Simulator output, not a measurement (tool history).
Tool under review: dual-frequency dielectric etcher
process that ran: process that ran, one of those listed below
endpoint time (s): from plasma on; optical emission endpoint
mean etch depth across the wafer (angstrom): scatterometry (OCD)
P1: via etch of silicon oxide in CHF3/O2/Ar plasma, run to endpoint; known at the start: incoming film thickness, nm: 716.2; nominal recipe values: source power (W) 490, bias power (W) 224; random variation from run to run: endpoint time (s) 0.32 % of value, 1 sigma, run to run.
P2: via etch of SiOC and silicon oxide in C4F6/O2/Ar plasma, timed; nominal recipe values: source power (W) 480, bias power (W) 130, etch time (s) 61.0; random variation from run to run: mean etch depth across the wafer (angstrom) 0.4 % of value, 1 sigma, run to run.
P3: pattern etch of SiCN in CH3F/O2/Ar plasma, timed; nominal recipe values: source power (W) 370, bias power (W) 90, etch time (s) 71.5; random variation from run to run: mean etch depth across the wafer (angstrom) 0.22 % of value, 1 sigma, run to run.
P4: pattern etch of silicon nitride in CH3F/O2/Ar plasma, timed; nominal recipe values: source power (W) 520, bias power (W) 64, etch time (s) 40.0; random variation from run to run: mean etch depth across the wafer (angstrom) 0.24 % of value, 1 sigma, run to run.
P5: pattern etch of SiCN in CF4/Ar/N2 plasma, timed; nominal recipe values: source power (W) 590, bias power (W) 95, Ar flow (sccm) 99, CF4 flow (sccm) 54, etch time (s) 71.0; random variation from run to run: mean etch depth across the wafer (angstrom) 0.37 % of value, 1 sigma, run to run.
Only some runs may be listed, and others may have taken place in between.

| run | hour | process that ran | source power (W) | bias power (W) | etch time (s) | Ar flow (sccm) | CF4 flow (sccm) | hours since the last wet clean | hours since the last source power generator calibration | hours since the last bias power generator calibration | endpoint time (s) | mean etch depth across the wafer (angstrom) |
|---|---|---|---|---|---|---|---|---|---|---|---|---|
| 1 | 13.0 | P1 | 490 | 224 |  |  |  | 182.3 | 1231.6 | 1477.0 | 365.64 |  |
| 2 | 27.7 | P4 | 520 | 64 | 40.0 |  |  | 197.0 | 1246.3 | 1491.7 |  | 299.26 |
| 3 | 36.5 | P5 | 590 | 95 | 71.0 | 99 | 41 | 205.8 | 1255.1 | 1500.5 |  | 815.21 |
| 4 | 43.3 | P5 | 350 | 95 | 71.0 | 99 | 54 | 212.6 | 1261.9 | 1507.3 |  | 534.43 |
| 5 | 54.9 | P2 | 480 | 130 | 61.0 |  |  | 224.2 | 1273.5 | 1518.9 |  | 680.07 |
| 6 | 70.4 | P4 | 520 | 64 | 40.0 |  |  | 239.7 | 1289.0 | 1534.4 |  | 298.46 |
| 7 | 78.2 | P1 | 490 | 224 |  |  |  | 247.5 | 1296.8 | 1542.2 | 365.72 |  |
| 8 | 93.5 | P1 | 490 | 146 |  |  |  | 262.8 | 1312.1 | 1557.5 | 423.80 |  |
| 9 | 103.7 | P3 | 370 | 90 | 71.5 |  |  | 273.0 | 1322.3 | 1567.7 |  | 276.69 |
| 10 | 113.3 | P5 | 590 | 95 | 39.0 | 99 | 54 | 282.6 | 1331.9 | 1577.3 |  | 460.34 |
| 11 | 123.9 | P3 | 370 | 90 | 41.5 |  |  | 293.2 | 1342.5 | 1587.9 |  | 160.19 |
| 12 | 139.2 | P3 | 520 | 90 | 71.5 |  |  | 308.5 | 1357.8 | 1603.2 |  | 314.00 |
| 13 | 149.0 | P1 | 350 | 171 |  |  |  | 318.3 | 1367.6 | 1613.0 | 453.73 |  |
| 14 | 158.7 | P3 | 370 | 121 | 71.5 |  |  | 328.0 | 1377.3 | 1622.7 |  | 309.61 |
| 15 | 167.3 | P1 | 490 | 224 |  |  |  | 336.6 | 1385.9 | 1631.3 | 366.80 |  |
| 16 | 182.7 | P2 | 300 | 130 | 61.0 |  |  | 352.0 | 1401.3 | 1646.7 |  | 568.02 |
| 17 | 191.8 | P1 | 490 | 224 |  |  |  | 361.1 | 1410.4 | 1655.8 | 365.78 |  |
| 18 | 207.1 | P5 | 590 | 95 | 71.0 | 77 | 54 | 376.4 | 1425.7 | 1671.1 |  | 873.26 |
| 19 | 215.5 | P5 | 590 | 95 | 71.0 | 99 | 54 | 384.8 | 1434.1 | 1679.5 |  | 842.65 |
| 20 | 229.6 | P5 | 590 | 127 | 71.0 | 99 | 54 | 398.9 | 1448.2 | 1693.6 |  | 938.50 |
| 21 | 241.8 | P1 | 490 | 224 |  |  |  | 411.1 | 1460.4 | 1705.8 | 364.27 |  |
| 22 | 253.3 | P1 | 490 | 224 |  |  |  | 422.6 | 1471.9 | 1717.3 | 365.11 |  |
| 23 | 267.1 | P4 | 520 | 42 | 40.0 |  |  | 436.4 | 1485.7 | 1731.1 |  | 263.26 |
| 24 | 275.1 | P1 | 680 | 224 |  |  |  | 444.4 | 1493.7 | 1739.1 | 321.70 |  |
| 25 | 287.9 | P1 | 380 | 224 |  |  |  | 457.2 | 1506.5 | 1751.9 | 402.65 |  |
| 26 | 296.0 | P2 | 480 | 163 | 61.0 |  |  | 465.3 | 1514.6 | 1760.0 |  | 731.56 |
| 27 | 306.7 | P1 | 650 | 179 |  |  |  | 476.0 | 1525.3 | 1770.7 | 354.53 |  |
| 28 | 321.0 | P4 | 520 | 64 | 51.0 |  |  | 490.3 | 1539.6 | 1785.0 |  | 382.92 |
| 29 | 331.1 | P4 | 660 | 64 | 40.0 |  |  | 500.4 | 1549.7 | 1795.1 |  | 328.72 |
| 30 | 342.8 | P1 | 310 | 156 |  |  |  | 512.1 | 1561.4 | 1806.8 | 494.00 |  |
| 31 | 354.8 | P2 | 480 | 130 | 83.5 |  |  | 524.1 | 1573.4 | 1818.8 |  | 925.13 |
| 32 | 369.2 | P1 | 490 | 284 |  |  |  | 538.5 | 1587.8 | 1833.2 | 337.03 |  |
| 33 | 380.6 | P1 | 490 | 224 |  |  |  | 549.9 | 1599.2 | 1844.6 | 365.65 |  |
| 34 | 392.0 | P1 | 490 | 224 |  |  |  | 561.3 | 1610.6 | 1856.0 | 364.99 |  |
| 35 | 400.8 | P1 | 490 | 224 |  |  |  | 570.1 | 1619.4 | 1864.8 | 367.80 |  |
| 36 | 413.3 | P1 | 490 | 224 |  |  |  | 582.6 | 1631.9 | 1877.3 | 368.17 |  |
| 37 | 425.6 | P1 | 490 | 224 |  |  |  | 594.9 | 1644.2 | 1889.6 | 371.38 |  |
| 38 | 437.5 | P1 | 490 | 224 |  |  |  | 606.8 | 1656.1 | 1901.5 | 369.19 |  |
|  | 440.3 | wet clean of the chamber |
| 39 | 451.7 | P1 | 490 | 224 |  |  |  | 11.5 | 1670.3 | 1915.7 | 373.17 |  |

What will run 40 give?
| 40 | 460.6 | P1 | 490 | 224 |  |  |  | 20.4 | 1679.2 | 1924.6 | ? |  |

Run 40 came out at endpoint time (s) 369.00.
